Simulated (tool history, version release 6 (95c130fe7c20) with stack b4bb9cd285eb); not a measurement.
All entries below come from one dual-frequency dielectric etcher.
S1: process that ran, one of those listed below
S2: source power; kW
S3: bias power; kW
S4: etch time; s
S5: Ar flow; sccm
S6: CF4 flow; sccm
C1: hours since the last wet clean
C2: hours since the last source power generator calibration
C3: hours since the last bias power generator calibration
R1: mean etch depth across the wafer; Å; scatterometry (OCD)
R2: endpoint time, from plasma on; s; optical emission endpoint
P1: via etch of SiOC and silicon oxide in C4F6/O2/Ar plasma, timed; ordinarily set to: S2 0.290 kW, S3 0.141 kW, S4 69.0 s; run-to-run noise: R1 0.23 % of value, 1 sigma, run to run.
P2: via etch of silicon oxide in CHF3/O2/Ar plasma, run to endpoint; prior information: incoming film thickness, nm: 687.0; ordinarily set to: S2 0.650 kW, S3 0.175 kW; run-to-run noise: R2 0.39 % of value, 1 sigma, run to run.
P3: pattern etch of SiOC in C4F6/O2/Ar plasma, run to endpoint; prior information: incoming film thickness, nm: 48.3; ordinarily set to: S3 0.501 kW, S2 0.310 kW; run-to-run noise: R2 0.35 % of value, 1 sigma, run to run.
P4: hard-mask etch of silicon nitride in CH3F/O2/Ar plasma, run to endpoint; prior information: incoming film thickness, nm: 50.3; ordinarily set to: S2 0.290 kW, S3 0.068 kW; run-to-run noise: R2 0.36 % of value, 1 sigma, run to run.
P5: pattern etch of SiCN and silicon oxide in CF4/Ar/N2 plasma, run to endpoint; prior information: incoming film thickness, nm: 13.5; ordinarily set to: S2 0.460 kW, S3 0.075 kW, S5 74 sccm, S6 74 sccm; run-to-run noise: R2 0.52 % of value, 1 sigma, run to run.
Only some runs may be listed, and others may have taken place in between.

run 1 hour=7.4 | S1=P1 S2=0.290 S3=0.141 S4=69.0 | C1=96.4 C2=586.6 C3=1429.6 | R1=635.09
run 2 hour=13.6 | S1=P1 S2=0.290 S3=0.094 S4=69.0 | C1=102.6 C2=592.8 C3=1435.8 | R1=564.11
run 3 hour=18.2 | S1=P3 S2=0.440 S3=0.501 | C1=107.2 C2=597.4 C3=1440.4 | R2=16.414
run 4 hour=24.7 | S1=P1 S2=0.290 S3=0.141 S4=38.0 | C1=113.7 C2=603.9 C3=1446.9 | R1=350.30
run 5 hour=32.2 | S1=P5 S2=0.460 S3=0.075 S5=74 S6=74 | C1=121.2 C2=611.4 C3=1454.4 | R2=14.527
run 6 hour=38.3 | S1=P1 S2=0.220 S3=0.141 S4=69.0 | C1=127.3 C2=617.5 C3=1460.5 | R1=572.16
run 7 hour=44.7 | S1=P1 S2=0.380 S3=0.141 S4=69.0 | C1=133.7 C2=623.9 C3=1466.9 | R1=707.79
run 8 hour=49.9 | S1=P5 S2=0.460 S3=0.075 S5=74 S6=49 | C1=138.9 C2=629.1 C3=1472.1 | R2=15.441
run 9 hour=57.0 | S1=P1 S2=0.290 S3=0.141 S4=69.0 | C1=146.0 C2=636.2 C3=1479.2 | R1=635.41
run 10 hour=63.0 | S1=P4 S2=0.290 S3=0.068 | C1=152.0 C2=642.2 C3=1485.2 | R2=80.075
run 11 hour=69.6 | S1=P1 S2=0.290 S3=0.141 S4=69.0 | C1=158.6 C2=648.8 C3=1491.8 | R1=633.67
run 12 hour=77.8 | S1=P1 S2=0.290 S3=0.141 S4=91.5 | C1=166.8 C2=657.0 C3=1500.0 | R1=844.43
run 13 hour=86.0 | S1=P2 S2=0.650 S3=0.175 | C1=175.0 C2=665.2 C3=1508.2 | R2=332.540
run 14 hour=90.5 | S1=P3 S2=0.310 S3=0.347 | C1=179.5 C2=669.7 C3=1512.7 | R2=21.295
run 15 hour=95.0 | S1=P5 S2=0.360 S3=0.075 S5=74 S6=74 | C1=184.0 C2=674.2 C3=1517.2 | R2=18.116
run 16 hour=102.2 | S1=P5 S2=0.460 S3=0.075 S5=92 S6=74 | C1=191.2 C2=681.4 C3=1524.4 | R2=14.871
run 17 hour=109.9 | S1=P1 S2=0.290 S3=0.141 S4=69.0 | C1=198.9 C2=689.1 C3=1532.1 | R1=635.12
run 18 hour=116.5 | S1=P2 S2=0.650 S3=0.243 | C1=205.5 C2=695.7 C3=1538.7 | R2=294.550
run 19 hour=121.1 | S1=P2 S2=0.880 S3=0.175 | C1=210.1 C2=700.3 C3=1543.3 | R2=295.160
run 20 hour=125.9 | S1=P5 S2=0.460 S3=0.044 S5=74 S6=74 | C1=214.9 C2=705.1 C3=1548.1 | R2=17.092
run 21 hour=131.8 | S1=P4 S2=0.290 S3=0.096 | C1=220.8 C2=711.0 C3=1554.0 | R2=71.291
run 22 hour=138.3 | S1=P3 S2=0.310 S3=0.501 | C1=227.3 C2=717.5 C3=1560.5 | R2=18.665
run 23 hour=142.3 | S1=P4 S2=0.390 S3=0.068 | C1=231.3 C2=721.5 C3=1564.5 | R2=71.802
run 24 hour=146.0 | S1=P1 S2=0.180 S3=0.173 S4=69.0 | C1=235.0 C2=725.2 C3=1568.2 | R1=564.32
run 25 hour=152.7 | S1=P3 S2=0.310 S3=0.501 | C1=241.7 C2=731.9 C3=1574.9 | R2=18.653
run 26 hour=158.7 | S1=P1 S2=0.290 S3=0.191 S4=69.0 | C1=247.7 C2=737.9 C3=1580.9 | R1=702.67
run 27 hour=162.8 | S1=P1 S2=0.290 S3=0.141 S4=69.0 | C1=251.8 C2=742.0 C3=1585.0 | R1=633.25
run 28 hour=168.1 | S1=P1 S2=0.290 S3=0.141 S4=69.0 | C1=257.1 C2=747.3 C3=1590.3 | R1=629.61
run 29 hour=173.1 | S1=P1 S2=0.290 S3=0.141 S4=69.0 | C1=262.1 C2=752.3 C3=1595.3 | R1=630.04
run 30 hour=180.1 | S1=P1 S2=0.290 S3=0.141 S4=69.0 | C1=269.1 C2=759.3 C3=1602.3 | R1=628.60
-- hour=184.5 wet clean of the chamber
run 31 hour=185.3 | S1=P1 S2=0.290 S3=0.141 S4=69.0 | C1=0.9 C2=764.5 C3=1607.5 | R1=627.10
run 32 hour=189.1 | S1=P1 S2=0.290 S3=0.141 S4=69.0 | C1=4.7 C2=768.3 C3=1611.3 | R1=628.41
run 33 hour=194.1 | S1=P1 S2=0.290 S3=0.141 S4=69.0 | C1=9.7 C2=773.3 C3=1616.3 | R1=625.96
run 34 hour=202.1 | S1=P1 S2=0.290 S3=0.141 S4=69.0 | C1=17.7 C2=781.3 C3=1624.3 | R1=623.92
run 35 hour=210.3 | S1=P1 S2=0.290 S3=0.141 S4=69.0 | C1=25.9 C2=789.5 C3=1632.5 | R1=626.05
run 36 hour=215.9 | S1=P1 S2=0.290 S3=0.141 S4=69.0 | C1=31.5 C2=795.1 C3=1638.1 | R1=627.29
run 37 hour=224.1 | S1=P1 S2=0.290 S3=0.141 S4=69.0 | C1=39.7 C2=803.3 C3=1646.3 | R1=623.76

What P1 gives has crept off from where it sat before. The 2 causes that follow fit the log equally well, each at the size noted:
A: source power that arrives under what is set, % = 3.8
B: bias power that arrives under what is set, % = 4.74
The drift started at roughly hour 162.8.
Each remaining cause and why it is not a fit:
chamber walls in a state that lowers the etch rate, %: serviced after onset, at hour 184.5, with no recovery of the prior output

You are offered 4 check runs, listed below with question marks in place of their results; each one averages 5 wafers. Which run separates the listed causes by giving clearly different results for each?
run check 1 hour=232.3 | S1=P5 S2=0.460 S3=0.053 S5=74 S6=74 | R2=?
run check 2 hour=232.3 | S1=P2 S2=0.770 S3=0.242 | R2=?
run check 3 hour=232.3 | S1=P4 S2=0.370 S3=0.087 | R2=?
run check 4 hour=232.3 | S1=P3 S2=0.440 S3=0.501 | R2=?

What every check run would give for each of its results, assuming each possible cause in turn:
check=check_1 result=R2 if_A=16.855 if_B=16.515
check=check_2 result=R2 if_A=282.390 if_B=283.040
check=check_3 result=R2 if_A=68.429 if_B=68.624
check=check_4 result=R2 if_A=16.632 if_B=16.693
Per-check spread between the two closest causes, in the result where they differ most: check 1 2.04 %; check 2 0.23 %; check 3 0.28 %; check 4 0.37 %
Only check 1 tells the causes apart: in the others they would give nearly the same result.

After running check 1, the following was obtained: R2 16.442 s. Which cause does this point to?

The correct cause is B, namely: bias power that arrives under what is set, %.
